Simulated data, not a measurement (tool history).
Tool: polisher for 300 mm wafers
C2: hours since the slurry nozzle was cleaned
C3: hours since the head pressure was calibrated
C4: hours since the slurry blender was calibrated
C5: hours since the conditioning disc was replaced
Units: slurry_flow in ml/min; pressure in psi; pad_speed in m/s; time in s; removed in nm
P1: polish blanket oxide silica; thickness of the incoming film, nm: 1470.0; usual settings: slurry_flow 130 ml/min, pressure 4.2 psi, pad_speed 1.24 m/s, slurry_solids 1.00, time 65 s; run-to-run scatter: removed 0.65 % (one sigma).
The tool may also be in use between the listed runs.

Run 1, hour 7.3: slurry_flow 130 ml/min, pressure 4.2 psi, pad_speed 1.24 m/s, slurry_solids 1.00, time 65 s; wafers polished on this pad 260; C2 417.7; C3 651.8; C4 243.8; C5 91.7. Result: removed 195.23 nm.
Run 2, hour 12.4: slurry_flow 130 ml/min, pressure 4.2 psi, pad_speed 1.24 m/s, slurry_solids 1.00, time 83 s; wafers polished on this pad 321; C2 422.8; C3 656.9; C4 248.9; C5 96.8. Result: removed 246.67 nm.
Run 3, hour 22.0: slurry_flow 130 ml/min, pressure 4.2 psi, pad_speed 1.24 m/s, slurry_solids 1.00, time 36 s; wafers polished on this pad 436; C2 432.4; C3 666.5; C4 258.5; C5 106.4. Result: removed 107.99 nm.
Run 4, hour 30.3: slurry_flow 130 ml/min, pressure 4.2 psi, pad_speed 1.24 m/s, slurry_solids 1.00, time 65 s; wafers polished on this pad 536; C2 440.7; C3 674.8; C4 266.8; C5 114.7. Result: removed 193.94 nm.
At hour 30.9: slurry nozzle cleaned.
Run 5, hour 35.1: slurry_flow 130 ml/min, pressure 4.2 psi, pad_speed 1.24 m/s, slurry_solids 1.00, time 65 s; wafers polished on this pad 594; C2 4.3; C3 679.6; C4 271.6; C5 119.5. Result: removed 195.75 nm.
Run 6, hour 43.9: slurry_flow 130 ml/min, pressure 4.2 psi, pad_speed 1.24 m/s, slurry_solids 0.55, time 65 s; wafers polished on this pad 700; C2 13.1; C3 688.4; C4 280.4; C5 128.3. Result: removed 142.86 nm.
Run 7, hour 48.6: slurry_flow 130 ml/min, pressure 4.2 psi, pad_speed 1.24 m/s, slurry_solids 1.00, time 65 s; wafers polished on this pad 757; C2 17.8; C3 693.1; C4 285.1; C5 133.0. Result: removed 192.85 nm.
Run 8, hour 57.2: slurry_flow 130 ml/min, pressure 4.2 psi, pad_speed 1.24 m/s, slurry_solids 1.00, time 65 s; wafers polished on this pad 860; C2 26.4; C3 701.7; C4 293.7; C5 141.6. Result: removed 194.06 nm.
Run 9, hour 66.6: slurry_flow 130 ml/min, pressure 6.1 psi, pad_speed 1.24 m/s, slurry_solids 1.00, time 65 s; wafers polished on this pad 973; C2 35.8; C3 711.1; C4 303.1; C5 151.0. Result: removed 282.42 nm.
Run 10, hour 71.5: slurry_flow 130 ml/min, pressure 4.2 psi, pad_speed 1.24 m/s, slurry_solids 1.00, time 65 s; wafers polished on this pad 1032; C2 40.7; C3 716.0; C4 308.0; C5 155.9. Result: removed 195.24 nm.
Run 11, hour 79.5: slurry_flow 85 ml/min, pressure 4.2 psi, pad_speed 1.24 m/s, slurry_solids 1.00, time 65 s; wafers polished on this pad 1129; C2 48.7; C3 724.0; C4 316.0; C5 163.9. Result: removed 176.76 nm.
Run 12, hour 87.9: slurry_flow 190 ml/min, pressure 4.2 psi, pad_speed 1.24 m/s, slurry_solids 1.00, time 65 s; wafers polished on this pad 1230; C2 57.1; C3 732.4; C4 324.4; C5 172.3. Result: removed 206.11 nm.
Run 13, hour 94.4: slurry_flow 130 ml/min, pressure 4.2 psi, pad_speed 1.24 m/s, slurry_solids 1.35, time 65 s; wafers polished on this pad 1308; C2 63.6; C3 738.9; C4 330.9; C5 178.8. Result: removed 221.48 nm.
Run 14, hour 104.4: slurry_flow 130 ml/min, pressure 2.5 psi, pad_speed 1.24 m/s, slurry_solids 1.00, time 65 s; wafers polished on this pad 1428; C2 73.6; C3 748.9; C4 340.9; C5 188.8. Result: removed 115.58 nm.
At hour 109.2: conditioning disc replaced and pad reconditioned.
Run 15, hour 114.9: slurry_flow 130 ml/min, pressure 3.0 psi, pad_speed 1.24 m/s, slurry_solids 0.70, time 65 s; wafers polished on this pad 1555; C2 84.1; C3 759.4; C4 351.4; C5 5.8. Result: removed 115.83 nm.

Forecast run 16:
Run 16, hour 119.8: slurry_flow 130 ml/min, pressure 4.2 psi, pad_speed 1.70 m/s, slurry_solids 1.00, time 65 s; wafers polished on this pad 1614; C2 89.0; C3 764.3; C4 356.3; C5 10.7. Result: removed ?.

{"run 16": {"removed": 250.59}}
